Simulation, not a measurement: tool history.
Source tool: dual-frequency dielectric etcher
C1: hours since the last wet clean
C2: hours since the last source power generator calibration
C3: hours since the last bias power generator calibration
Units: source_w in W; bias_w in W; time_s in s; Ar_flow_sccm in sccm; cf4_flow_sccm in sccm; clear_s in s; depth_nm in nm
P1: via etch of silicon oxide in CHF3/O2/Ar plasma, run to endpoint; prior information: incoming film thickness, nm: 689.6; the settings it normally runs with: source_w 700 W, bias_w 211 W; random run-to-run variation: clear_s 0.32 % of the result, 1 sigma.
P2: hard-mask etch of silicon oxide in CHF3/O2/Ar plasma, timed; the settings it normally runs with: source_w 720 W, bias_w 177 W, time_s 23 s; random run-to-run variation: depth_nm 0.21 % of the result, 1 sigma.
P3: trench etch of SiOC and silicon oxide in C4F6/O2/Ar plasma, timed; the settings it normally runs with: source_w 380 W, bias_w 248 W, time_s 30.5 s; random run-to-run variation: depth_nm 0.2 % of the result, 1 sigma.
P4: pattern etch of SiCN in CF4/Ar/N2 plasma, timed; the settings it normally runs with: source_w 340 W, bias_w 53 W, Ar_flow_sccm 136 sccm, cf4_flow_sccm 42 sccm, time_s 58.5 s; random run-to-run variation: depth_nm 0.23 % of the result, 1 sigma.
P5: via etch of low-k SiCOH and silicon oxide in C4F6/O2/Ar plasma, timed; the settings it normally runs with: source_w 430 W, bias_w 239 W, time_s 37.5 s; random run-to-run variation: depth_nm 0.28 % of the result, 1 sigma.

run 1 day=0.483 | process=P1 source_w=700 bias_w=211 | C1=92.2 C2=3375.1 C3=693.2 | clear_s=308.21
run 2 day=1.162 | process=P2 source_w=720 bias_w=109 time_s=23 | C1=108.5 C2=3391.4 C3=709.5 | depth_nm=41.691
run 3 day=1.708 | process=P5 source_w=430 bias_w=239 time_s=20.5 | C1=121.6 C2=3404.5 C3=722.6 | depth_nm=60.024
run 4 day=2.283 | process=P1 source_w=700 bias_w=211 | C1=135.4 C2=3418.3 C3=736.4 | clear_s=308.54
run 5 day=2.883 | process=P4 source_w=460 bias_w=53 time_s=58.5 Ar_flow_sccm=136 cf4_flow_sccm=42 | C1=149.8 C2=3432.7 C3=750.8 | depth_nm=39.228
run 6 day=3.404 | process=P1 source_w=430 bias_w=154 | C1=162.3 C2=3445.2 C3=763.3 | clear_s=413.32
run 7 day=4.1 | process=P3 source_w=380 bias_w=248 time_s=43 | C1=179 C2=3461.9 C3=780 | depth_nm=92.657
run 8 day=4.788 | process=P5 source_w=250 bias_w=239 time_s=37.5 | C1=195.5 C2=3478.4 C3=796.5 | depth_nm=88.748
run 9 day=5.425 | process=P3 source_w=380 bias_w=248 time_s=30.5 | C1=210.8 C2=3493.7 C3=811.8 | depth_nm=65.668
run 10 day=5.875 | process=P1 source_w=550 bias_w=282 | C1=221.6 C2=3504.5 C3=822.6 | clear_s=303.33
run 11 day=6.2 | process=P2 source_w=720 bias_w=177 time_s=23 | C1=229.4 C2=3512.3 C3=830.4 | depth_nm=48.399
run 12 day=6.517 | process=P1 source_w=840 bias_w=266 | C1=237 C2=3519.9 C3=838 | clear_s=264.4
run 13 day=6.967 | process=P1 source_w=700 bias_w=211 | C1=247.8 C2=3530.7 C3=848.8 | clear_s=308.64
run 14 day=7.279 | process=P2 source_w=440 bias_w=177 time_s=23 | C1=255.3 C2=3538.2 C3=856.3 | depth_nm=40.187
run 15 day=7.596 | process=P4 source_w=340 bias_w=53 time_s=73 Ar_flow_sccm=136 cf4_flow_sccm=42 | C1=262.9 C2=3545.8 C3=863.9 | depth_nm=37.75
run 16 day=7.962 | process=P1 source_w=840 bias_w=211 | C1=271.7 C2=3554.6 C3=872.7 | clear_s=287.89
run 17 day=8.404 | process=P1 source_w=700 bias_w=279 | C1=282.3 C2=3565.2 C3=883.3 | clear_s=278.49
run 18 day=8.883 | process=P1 source_w=700 bias_w=211 | C1=293.8 C2=3576.7 C3=894.8 | clear_s=307.54
run 19 day=9.533 | process=P3 source_w=380 bias_w=248 time_s=30.5 | C1=309.4 C2=3592.3 C3=910.4 | depth_nm=65.651
run 20 day=10 | process=P5 source_w=430 bias_w=167 time_s=37.5 | C1=320.6 C2=3603.5 C3=921.6 | depth_nm=97.949
run 21 day=10.333 | process=P2 source_w=720 bias_w=177 time_s=23 | C1=328.6 C2=3611.5 C3=929.6 | depth_nm=48.379
run 22 day=10.642 | process=P1 source_w=700 bias_w=211 | C1=336 C2=3618.9 C3=937 | clear_s=307.73
run 23 day=11.083 | process=P4 source_w=340 bias_w=53 time_s=58.5 Ar_flow_sccm=136 cf4_flow_sccm=58 | C1=346.6 C2=3629.5 C3=947.6 | depth_nm=32.092
run 24 day=11.533 | process=P5 source_w=430 bias_w=239 time_s=37.5 | C1=357.4 C2=3640.3 C3=958.4 | depth_nm=109.77
run 25 day=12.212 | process=P1 source_w=700 bias_w=142 | C1=373.7 C2=3656.6 C3=974.7 | clear_s=352.26
run 26 day=12.567 | process=P2 source_w=720 bias_w=177 time_s=33 | C1=382.2 C2=3665.1 C3=983.2 | depth_nm=69.693
run 27 day=13.033 | process=P4 source_w=340 bias_w=53 time_s=58.5 Ar_flow_sccm=101 cf4_flow_sccm=42 | C1=393.4 C2=3676.3 C3=994.4 | depth_nm=31.822
run 28 day=13.412 | process=P5 source_w=430 bias_w=239 time_s=37.5 | C1=402.5 C2=3685.4 C3=1003.5 | depth_nm=109.22
run 29 day=13.858 | process=P4 source_w=340 bias_w=65 time_s=58.5 Ar_flow_sccm=136 cf4_flow_sccm=42 | C1=413.2 C2=3696.1 C3=1014.2 | depth_nm=32.643
run 30 day=14.467 | process=P3 source_w=380 bias_w=190 time_s=30.5 | C1=427.8 C2=3710.7 C3=1028.8 | depth_nm=60.175
run 31 day=14.883 | process=P1 source_w=420 bias_w=211 | C1=437.8 C2=3720.7 C3=1038.8 | clear_s=374.24
run 32 day=15.467 | process=P3 source_w=510 bias_w=248 time_s=30.5 | C1=451.8 C2=3734.7 C3=1052.8 | depth_nm=73.542
run 33 day=16.125 | process=P4 source_w=340 bias_w=53 time_s=58.5 Ar_flow_sccm=136 cf4_flow_sccm=42 | C1=467.6 C2=3750.5 C3=1068.6 | depth_nm=30.288
run 34 day=16.788 | process=P1 source_w=700 bias_w=211 | C1=483.5 C2=3766.4 C3=1084.5 | clear_s=305.39
run 35 day=17.183 | process=P1 source_w=700 bias_w=211 | C1=493 C2=3775.9 C3=1094 | clear_s=308.03
run 36 day=17.7 | process=P1 source_w=700 bias_w=211 | C1=505.4 C2=3788.3 C3=1106.4 | clear_s=305.7
run 37 day=18.158 | process=P1 source_w=700 bias_w=211 | C1=516.4 C2=3799.3 C3=1117.4 | clear_s=305.5
run 38 day=18.808 | process=P1 source_w=700 bias_w=211 | C1=532 C2=3814.9 C3=1133 | clear_s=302.82
run 39 day=19.329 | process=P1 source_w=700 bias_w=211 | C1=544.5 C2=3827.4 C3=1145.5 | clear_s=303.44
run 40 day=19.767 | process=P1 source_w=700 bias_w=211 | C1=555 C2=3837.9 C3=1156 | clear_s=304.58
-- day=20.254 wet clean of the chamber
run 41 day=20.458 | process=P1 source_w=700 bias_w=211 | C1=5 C2=3854.5 C3=1172.6 | clear_s=303.41
run 42 day=21 | process=P1 source_w=700 bias_w=211 | C1=18 C2=3867.5 C3=1185.6 | clear_s=303.23
run 43 day=21.592 | process=P1 source_w=700 bias_w=211 | C1=32.2 C2=3881.7 C3=1199.8 | clear_s=302.06
run 44 day=21.917 | process=P1 source_w=700 bias_w=211 | C1=40 C2=3889.5 C3=1207.6 | clear_s=304.65

What P1 gives has crept away from where it was. These 2 causes fit the log equally well, each at the size given:
A: bias power that arrives over what is set, % = 4.8
B: source power that arrives over what is set, % = 4.34
Creep in the process output first set in at about day 16.788.
Ruled out, with reasons:
chamber walls in a state that raises the etch rate, %: work on it at day 20.254, done after the drift set in, did not restore what the process gave before

Below are 4 check runs, each on a single wafer, with their results shown as question marks. Which of them would tell the listed causes apart, meaning the causes would give clearly different results under it?
run check 1 day=22.242 | process=P2 source_w=720 bias_w=177 time_s=27.5 | depth_nm=?
run check 2 day=22.242 | process=P3 source_w=380 bias_w=203 time_s=38 | depth_nm=?
run check 3 day=22.242 | process=P4 source_w=340 bias_w=53 time_s=58.5 Ar_flow_sccm=113 cf4_flow_sccm=57 | depth_nm=?
run check 4 day=22.242 | process=P5 source_w=430 bias_w=239 time_s=20.5 | depth_nm=?

If the cause were each of the candidates in turn, the checks would give the following:
check=check_1 result=depth_nm if_A=58.767 if_B=58.812
check=check_2 result=depth_nm if_A=77.777 if_B=77.859
check=check_3 result=depth_nm if_A=33.541 if_B=34.244
check=check_4 result=depth_nm if_A=60.923 if_B=60.96
Distance between the nearest two causes, measured in the result of the check that separates them most: check 1 0.08 %; check 2 0.11 %; check 3 2.08 %; check 4 0.06 %
Check 3 distinguishes between the causes, while the remaining checks would return nearly the same result for all of them.

After running check 3, the following was obtained: depth_nm 33.58 nm. Which cause does this point to?

It was cause A: bias power that arrives over what is set, %.
